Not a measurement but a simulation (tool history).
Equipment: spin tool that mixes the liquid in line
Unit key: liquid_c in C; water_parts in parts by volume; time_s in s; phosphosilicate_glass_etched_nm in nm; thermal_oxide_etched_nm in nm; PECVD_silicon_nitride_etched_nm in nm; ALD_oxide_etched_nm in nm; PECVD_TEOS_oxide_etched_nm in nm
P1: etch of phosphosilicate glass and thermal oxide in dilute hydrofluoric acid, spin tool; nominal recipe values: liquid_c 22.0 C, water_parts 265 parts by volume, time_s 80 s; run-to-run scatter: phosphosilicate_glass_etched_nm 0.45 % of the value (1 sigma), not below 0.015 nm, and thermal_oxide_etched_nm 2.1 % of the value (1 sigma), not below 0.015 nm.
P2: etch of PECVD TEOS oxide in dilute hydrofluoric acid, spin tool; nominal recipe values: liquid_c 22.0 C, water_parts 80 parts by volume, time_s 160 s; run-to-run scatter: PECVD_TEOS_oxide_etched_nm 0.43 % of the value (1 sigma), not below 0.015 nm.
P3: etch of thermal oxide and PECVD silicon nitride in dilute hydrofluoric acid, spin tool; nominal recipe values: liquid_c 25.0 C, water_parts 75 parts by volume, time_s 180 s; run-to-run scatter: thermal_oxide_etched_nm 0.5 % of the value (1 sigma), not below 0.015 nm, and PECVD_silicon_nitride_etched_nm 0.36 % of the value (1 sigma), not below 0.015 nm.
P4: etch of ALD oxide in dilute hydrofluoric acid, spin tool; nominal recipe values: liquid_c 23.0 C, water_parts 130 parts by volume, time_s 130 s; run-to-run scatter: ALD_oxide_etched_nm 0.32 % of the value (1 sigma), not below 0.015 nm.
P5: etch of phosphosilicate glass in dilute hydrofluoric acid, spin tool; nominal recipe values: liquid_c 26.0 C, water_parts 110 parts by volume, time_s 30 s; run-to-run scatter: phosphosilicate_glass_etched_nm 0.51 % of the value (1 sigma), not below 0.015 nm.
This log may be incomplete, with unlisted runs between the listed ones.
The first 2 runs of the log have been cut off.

| run | day | process | liquid_c | water_parts | time_s | hours since the thermometer was replaced | hours since the hydrofluoric acid flow meter was replaced | phosphosilicate_glass_etched_nm | thermal_oxide_etched_nm | PECVD_silicon_nitride_etched_nm | ALD_oxide_etched_nm | PECVD_TEOS_oxide_etched_nm |
|---|---|---|---|---|---|---|---|---|---|---|---|---|
| 3 | 1.367 | P3 | 25.0 | 75 | 345 | 325.1 | 1708.5 |  | 25.44800 | 28.417 |  |  |
| 4 | 1.850 | P1 | 22.0 | 150 | 80 | 336.7 | 1720.1 | 40.9980 | 2.19480 |  |  |  |
| 5 | 2.292 | P4 | 23.0 | 130 | 15 | 347.3 | 1730.7 |  |  |  | 1.4962 |  |
| 6 | 2.646 | P2 | 28.5 | 80 | 160 | 355.8 | 1739.2 |  |  |  |  | 37.671 |
| 7 | 3.171 | P3 | 17.0 | 75 | 180 | 368.4 | 1751.8 |  | 9.40790 | 8.551 |  |  |
| 8 | 3.962 | P1 | 22.0 | 265 | 120 | 387.4 | 1770.8 | 30.7860 | 1.66640 |  |  |  |
| 9 | 4.638 | P1 | 17.0 | 265 | 150 | 403.6 | 1787.0 | 31.8950 | 1.69380 |  |  |  |
| 10 | 5.162 | P1 | 22.0 | 265 | 15 | 416.2 | 1799.6 | 3.8207 | 0.23717 |  |  |  |
| 11 | 5.929 | P4 | 23.0 | 130 | 130 | 434.6 | 1818.0 |  |  |  | 13.1440 |  |
| 12 | 6.588 | P1 | 27.5 | 265 | 80 | 450.4 | 1833.8 | 24.8700 | 1.40660 |  |  |  |
| 13 | 6.958 | P1 | 17.0 | 265 | 80 | 459.3 | 1842.7 | 16.9030 | 0.90543 |  |  |  |
| 14 | 7.529 | P3 | 25.0 | 30 | 180 | 473.0 | 1856.4 |  | 34.87700 | 36.186 |  |  |
| 15 | 7.950 | P2 | 22.0 | 145 | 160 | 483.1 | 1866.5 |  |  |  |  | 14.967 |
| 16 | 8.592 | P5 | 26.0 | 25 | 30 | 498.5 | 1881.9 | 86.1090 |  |  |  |  |
|  | 8.888 | thermometer replaced |
| 17 | 9.017 | P2 | 22.0 | 80 | 160 | 3.1 | 1892.1 |  |  |  |  | 29.198 |
| 18 | 9.725 | P4 | 23.0 | 230 | 130 | 20.1 | 1909.1 |  |  |  | 6.6823 |  |
| 19 | 10.471 | P1 | 22.0 | 265 | 80 | 38.0 | 1927.0 | 20.3690 | 1.04370 |  |  |  |
| 20 | 10.829 | P1 | 22.0 | 370 | 80 | 46.6 | 1935.6 | 13.4550 | 0.74344 |  |  |  |
| 21 | 11.583 | P1 | 22.0 | 265 | 80 | 64.7 | 1953.7 | 20.5400 | 1.08720 |  |  |  |
| 22 | 12.125 | P2 | 22.0 | 80 | 160 | 77.7 | 1966.7 |  |  |  |  | 29.003 |
| 23 | 12.875 | P1 | 22.0 | 265 | 80 | 95.7 | 1984.7 | 20.4610 | 1.15760 |  |  |  |
| 24 | 13.650 | P5 | 26.0 | 110 | 30 | 114.3 | 2003.3 | 17.4350 |  |  |  |  |

Run 25 comes next. What will it give?
| 25 | 14.446 | P1 | 17.5 | 445 | 80 | 133.4 | 2022.4 | ? | ? |  |  |  |

Run 25 yielded phosphosilicate_glass_etched_nm 8.9469 nm, thermal_oxide_etched_nm 0.53471 nm.

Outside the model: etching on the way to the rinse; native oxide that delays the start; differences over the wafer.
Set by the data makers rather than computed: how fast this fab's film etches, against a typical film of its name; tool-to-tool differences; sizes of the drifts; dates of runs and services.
